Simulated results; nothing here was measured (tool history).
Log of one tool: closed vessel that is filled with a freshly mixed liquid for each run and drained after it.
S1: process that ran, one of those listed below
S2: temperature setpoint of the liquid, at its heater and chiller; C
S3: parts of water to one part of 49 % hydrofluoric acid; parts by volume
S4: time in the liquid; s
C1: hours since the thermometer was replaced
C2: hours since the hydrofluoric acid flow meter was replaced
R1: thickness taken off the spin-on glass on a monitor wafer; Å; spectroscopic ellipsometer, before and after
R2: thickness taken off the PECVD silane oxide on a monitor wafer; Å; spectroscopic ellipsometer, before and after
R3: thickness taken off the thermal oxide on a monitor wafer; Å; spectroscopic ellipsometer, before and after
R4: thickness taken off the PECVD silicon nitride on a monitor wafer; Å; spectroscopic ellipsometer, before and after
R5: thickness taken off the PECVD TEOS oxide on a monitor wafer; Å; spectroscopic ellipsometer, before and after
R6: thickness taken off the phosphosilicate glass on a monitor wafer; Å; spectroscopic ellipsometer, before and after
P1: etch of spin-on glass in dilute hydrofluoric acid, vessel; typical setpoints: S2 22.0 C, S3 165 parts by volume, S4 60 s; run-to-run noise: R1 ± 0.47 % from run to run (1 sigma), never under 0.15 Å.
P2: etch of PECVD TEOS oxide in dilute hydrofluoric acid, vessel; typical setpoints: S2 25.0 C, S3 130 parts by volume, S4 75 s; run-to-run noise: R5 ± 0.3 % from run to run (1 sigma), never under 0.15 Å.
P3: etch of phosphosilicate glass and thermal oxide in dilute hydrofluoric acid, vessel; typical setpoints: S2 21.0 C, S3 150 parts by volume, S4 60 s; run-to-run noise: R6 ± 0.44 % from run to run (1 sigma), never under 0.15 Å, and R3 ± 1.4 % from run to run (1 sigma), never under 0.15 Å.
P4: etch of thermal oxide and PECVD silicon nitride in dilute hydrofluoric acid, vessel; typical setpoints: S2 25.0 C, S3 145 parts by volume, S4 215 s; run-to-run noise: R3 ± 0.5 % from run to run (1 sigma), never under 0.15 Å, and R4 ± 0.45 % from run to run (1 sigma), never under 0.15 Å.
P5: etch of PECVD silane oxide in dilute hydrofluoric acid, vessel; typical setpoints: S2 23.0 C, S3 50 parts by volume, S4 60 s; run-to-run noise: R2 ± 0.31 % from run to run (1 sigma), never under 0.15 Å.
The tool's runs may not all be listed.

run	hour	S1	S2	S3	S4	C1	C2	R1	R2	R3	R4	R5	R6
1	2.6	P1	22.0	165	60	958.3	319.6	180.880					
2	4.9	P5	23.0	50	60	960.6	321.9		562.87				
3	9.7	P1	22.0	165	60	965.4	326.7	179.700					
4	12.6	P5	23.0	80	60	968.3	329.6		338.15				
5	17.2	P1	28.0	165	85	972.9	334.2	319.400					
6	20.5	P4	25.0	145	45	976.2	337.5			14.5510	11.748		
7	24.4	P4	25.0	145	215	980.1	341.4			69.4880	56.358		
8	29.9	P2	25.0	130	75	985.6	346.9					66.802	
9	33.3	P1	22.0	165	60	989.0	350.3	181.140					
10	38.6	P4	32.5	145	215	994.3	355.6			92.5370	89.068		
11	41.5	P3	17.0	150	60	997.2	358.5			14.4420			485.06
12	46.1	P1	22.0	95	60	1001.8	363.1	339.270					
13	49.0	P1	22.0	240	60	1004.7	366.0	115.060					
14	54.3	P1	22.0	165	60	1010.0	371.3	179.680					
15	57.1	P1	22.0	165	60	1012.8	374.1	180.620					
16	61.1	P1	22.0	165	60	1016.8	378.1	180.820					
17	65.0	P3	21.0	265	60	1020.7	382.0			8.4168			285.93
18	67.5	P2	30.5	130	75	1023.2	384.5					82.415	
19	70.2	P2	25.0	130	30	1025.9	387.2					26.771	
20	74.6	P1	22.0	165	35	1030.3	391.6	105.180					
21	78.2	P1	17.0	240	60	1033.9	395.2	95.039					
22	81.8	P5	23.0	50	30	1037.5	398.8		282.09				
23	84.4	P1	22.0	165	115	1040.1	401.4	347.530					
24	87.7	P3	21.0	150	60	1043.4	404.7			16.5370			567.35
25	91.9	P2	25.0	240	75	1047.6	408.9					32.079	
26	95.1	P4	25.0	255	215	1050.8	412.1			34.9530	31.745		
27	98.2	P1	26.0	165	60	1053.9	415.2	210.270					
28	102.4	P3	21.0	150	30	1058.1	419.4			8.6305			283.99
29	106.1	P1	17.0	165	60	1061.8	423.1	146.020					
30	110.2	P5	30.5	50	60	1065.9	427.2		763.26				
31	112.8	P1	22.0	290	115	1068.5	429.8	174.440					
32	117.2	P1	22.0	165	60	1072.9	434.2	181.460					
33	121.0	P1	22.0	165	60	1076.7	438.0	186.470					
34	124.6	P1	22.0	165	60	1080.3	441.6	188.520					
35	127.2	P1	22.0	165	60	1082.9	444.2	188.190					
36	129.9	P1	22.0	165	60	1085.6	446.9	188.430					
37	133.0	P1	22.0	165	60	1088.7	450.0	189.750					
38	137.7	P1	22.0	165	60	1093.4	454.7	190.750					
39	140.4	P1	22.0	165	60	1096.1	457.4	193.030					
40	144.1	P1	22.0	165	60	1099.8	461.1	191.930					

What P1 gives has crept away from where it was. These 2 causes fit the log equally well, each at the size given:
A: liquid hotter than its thermometer reads (K) = 1.68
B: hydrofluoric acid flow above the setpoint (%) = 5.6
Onset of the creep was near hour 117.2.

Each of the 4 check runs below uses one wafer; its results are left as question marks. Which run tells the causes apart?
check 1	147.8	P3	17.0	235	60					?			?
check 2	147.8	P5	29.0	50	60				?				
check 3	147.8	P4	32.5	145	215					?	?		
check 4	147.8	P2	25.0	215	75							?	

How each check would come out, cause by cause:
check	result	if A	if B
check 1	R3	8.9674	8.9711
check 1	R6	305.30	305.42
check 2	R2	768.87	763.08
check 3	R3	97.8080	98.4660
check 3	R4	98.645	94.371
check 4	R5	39.215	39.477
Per-check spread between the two closest causes, in the result where they differ most: check 1 0.04 %; check 2 0.76 %; check 3 4.43 %; check 4 0.67 %
Check 3 tells the causes apart: in the others they would give nearly the same result.

Check 3 was then run and gave: R3 98.1800 Å; R4 99.137 Å. Which cause is it?

The cause is A: liquid hotter than its thermometer reads (K).
